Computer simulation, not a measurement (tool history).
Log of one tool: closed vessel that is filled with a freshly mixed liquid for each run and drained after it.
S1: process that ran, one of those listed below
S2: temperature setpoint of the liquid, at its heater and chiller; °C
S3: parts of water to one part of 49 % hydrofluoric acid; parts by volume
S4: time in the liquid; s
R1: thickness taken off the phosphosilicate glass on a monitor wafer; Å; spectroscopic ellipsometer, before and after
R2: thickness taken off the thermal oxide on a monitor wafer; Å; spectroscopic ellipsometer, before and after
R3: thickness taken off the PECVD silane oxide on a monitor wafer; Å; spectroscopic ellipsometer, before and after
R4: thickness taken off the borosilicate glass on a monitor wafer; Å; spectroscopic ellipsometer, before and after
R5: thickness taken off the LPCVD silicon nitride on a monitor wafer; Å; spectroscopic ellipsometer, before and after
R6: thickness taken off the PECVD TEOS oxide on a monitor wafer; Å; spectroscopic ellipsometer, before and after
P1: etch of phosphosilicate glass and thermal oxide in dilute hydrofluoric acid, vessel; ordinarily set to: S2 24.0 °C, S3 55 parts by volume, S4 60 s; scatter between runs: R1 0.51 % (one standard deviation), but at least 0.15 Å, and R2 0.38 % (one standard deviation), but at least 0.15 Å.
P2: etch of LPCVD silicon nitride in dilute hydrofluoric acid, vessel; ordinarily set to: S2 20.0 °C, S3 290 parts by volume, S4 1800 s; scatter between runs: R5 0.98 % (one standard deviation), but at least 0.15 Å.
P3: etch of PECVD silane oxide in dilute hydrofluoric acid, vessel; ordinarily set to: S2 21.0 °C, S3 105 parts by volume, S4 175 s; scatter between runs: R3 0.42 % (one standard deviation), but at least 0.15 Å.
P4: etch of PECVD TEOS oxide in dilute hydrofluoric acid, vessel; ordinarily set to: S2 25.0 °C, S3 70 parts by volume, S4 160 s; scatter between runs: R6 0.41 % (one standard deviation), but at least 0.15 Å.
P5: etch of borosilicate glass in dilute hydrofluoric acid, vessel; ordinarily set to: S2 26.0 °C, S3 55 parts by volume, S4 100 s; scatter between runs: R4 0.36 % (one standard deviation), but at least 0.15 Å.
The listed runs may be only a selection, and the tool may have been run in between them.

| run | hour | S1 | S2 | S3 | S4 | R1 | R2 | R3 | R4 | R5 | R6 |
|---|---|---|---|---|---|---|---|---|---|---|---|
| 1 | 5.1 | P1 | 24.0 | 55 | 60 | 1362.50 | 55.596 |  |  |  |  |
| 2 | 8.7 | P1 | 24.0 | 55 | 60 | 1366.40 | 55.956 |  |  |  |  |
| 3 | 13.0 | P3 | 17.0 | 105 | 175 |  |  | 382.96 |  |  |  |
| 4 | 16.8 | P1 | 24.0 | 55 | 30 | 678.67 | 27.519 |  |  |  |  |
| 5 | 21.0 | P1 | 24.0 | 55 | 95 | 2163.60 | 88.395 |  |  |  |  |
| 6 | 24.9 | P3 | 21.0 | 105 | 320 |  |  | 818.77 |  |  |  |
| 7 | 27.6 | P5 | 33.5 | 55 | 100 |  |  |  | 791.32 |  |  |
| 8 | 31.8 | P2 | 20.0 | 70 | 1800 |  |  |  |  | 101.820 |  |
| 9 | 34.6 | P4 | 25.0 | 70 | 40 |  |  |  |  |  | 53.267 |
| 10 | 37.6 | P5 | 26.0 | 55 | 170 |  |  |  | 1001.00 |  |  |
| 11 | 42.3 | P2 | 17.0 | 290 | 1800 |  |  |  |  | 20.713 |  |
| 12 | 46.4 | P1 | 30.0 | 55 | 60 | 1735.10 | 70.901 |  |  |  |  |
| 13 | 49.5 | P1 | 24.0 | 55 | 60 | 1369.70 | 55.471 |  |  |  |  |
| 14 | 52.9 | P4 | 25.0 | 20 | 160 |  |  |  |  |  | 810.250 |
| 15 | 56.8 | P1 | 19.5 | 55 | 60 | 1134.20 | 46.469 |  |  |  |  |
| 16 | 59.9 | P1 | 24.0 | 100 | 60 | 711.35 | 28.953 |  |  |  |  |
| 17 | 64.1 | P1 | 24.0 | 55 | 60 | 1357.20 | 55.433 |  |  |  |  |
| 18 | 66.9 | P2 | 20.0 | 290 | 2845 |  |  |  |  | 40.364 |  |
| 19 | 69.2 | P1 | 24.0 | 20 | 60 | 3994.20 | 161.250 |  |  |  |  |
| 20 | 72.4 | P1 | 24.0 | 55 | 60 | 1382.20 | 55.583 |  |  |  |  |
| 21 | 77.5 | P1 | 19.0 | 55 | 95 | 1764.50 | 71.560 |  |  |  |  |
| 22 | 82.3 | P3 | 21.0 | 105 | 175 |  |  | 449.20 |  |  |  |
| 23 | 85.9 | P1 | 24.0 | 55 | 60 | 1372.50 | 55.883 |  |  |  |  |
| 24 | 90.9 | P5 | 26.0 | 105 | 100 |  |  |  | 289.61 |  |  |
| 25 | 94.2 | P3 | 21.0 | 25 | 175 |  |  | 2081.00 |  |  |  |
| 26 | 98.1 | P4 | 25.0 | 70 | 160 |  |  |  |  |  | 215.520 |
| 27 | 100.9 | P4 | 33.0 | 70 | 160 |  |  |  |  |  | 292.280 |
| 28 | 104.4 | P1 | 28.0 | 55 | 30 | 808.19 | 32.783 |  |  |  |  |
| 29 | 109.2 | P5 | 26.0 | 55 | 100 |  |  |  | 592.71 |  |  |
| 30 | 113.1 | P2 | 20.0 | 290 | 1800 |  |  |  |  | 25.230 |  |
| 31 | 115.9 | P1 | 24.0 | 55 | 60 | 1370.40 | 55.403 |  |  |  |  |
| 32 | 121.1 | P1 | 24.0 | 55 | 60 | 1408.20 | 57.597 |  |  |  |  |
| 33 | 123.8 | P1 | 24.0 | 55 | 60 | 1418.70 | 58.150 |  |  |  |  |
| 34 | 128.0 | P1 | 24.0 | 55 | 60 | 1456.70 | 58.997 |  |  |  |  |
| 35 | 131.3 | P1 | 24.0 | 55 | 60 | 1455.60 | 59.248 |  |  |  |  |
| 36 | 134.7 | P1 | 24.0 | 55 | 60 | 1457.60 | 59.534 |  |  |  |  |
| 37 | 139.6 | P1 | 24.0 | 55 | 60 | 1475.60 | 59.717 |  |  |  |  |
| 38 | 144.7 | P1 | 24.0 | 55 | 60 | 1461.70 | 59.843 |  |  |  |  |
| 39 | 148.7 | P1 | 24.0 | 55 | 60 | 1466.50 | 59.984 |  |  |  |  |

Compared with where it was, what P1 gives has crept away. Each cause listed below fits the log as well as the rest, at the size given for it:
A: hydrofluoric acid flow above the setpoint (%) = 6.99
B: liquid hotter than its thermometer reads (K) = 1.78
At approximately hour 115.9, the process output began to creep.

Which of the check runs below tells the causes apart, meaning the causes would give it clearly different results? Each run uses 2 wafers whose results are averaged, and each result is shown as a question mark.
| check 1 | 152.7 | P2 | 17.0 | 80 | 1800 |  |  |  |  | ? |  |
| check 2 | 152.7 | P5 | 26.0 | 80 | 100 |  |  |  | ? |  |  |
| check 3 | 152.7 | P4 | 29.5 | 20 | 160 |  |  |  |  |  | ? |
| check 4 | 152.7 | P3 | 21.0 | 40 | 265 |  |  | ? |  |  |  |

Outcome of each check run for each possible cause:
| check | result | if A | if B |
|---|---|---|---|
| check 1 | R5 | 77.206 | 81.869 |
| check 2 | R4 | 423.17 | 421.15 |
| check 3 | R6 | 1038.800 | 1040.800 |
| check 4 | R3 | 2072.90 | 2081.90 |
Gap, in per cent, between the two causes that each check separates least, read from the result that separates them most: check 1 5.86 %; check 2 0.48 %; check 3 0.2 %; check 4 0.43 %
Check 1 is the one run that separates the causes; every other check would come out nearly the same whichever cause is at work.

With check 1 done, the readings were: R5 76.176 Å. Identify which of the listed causes applies.

Of the candidate causes, it is A: hydrofluoric acid flow above the setpoint (%).
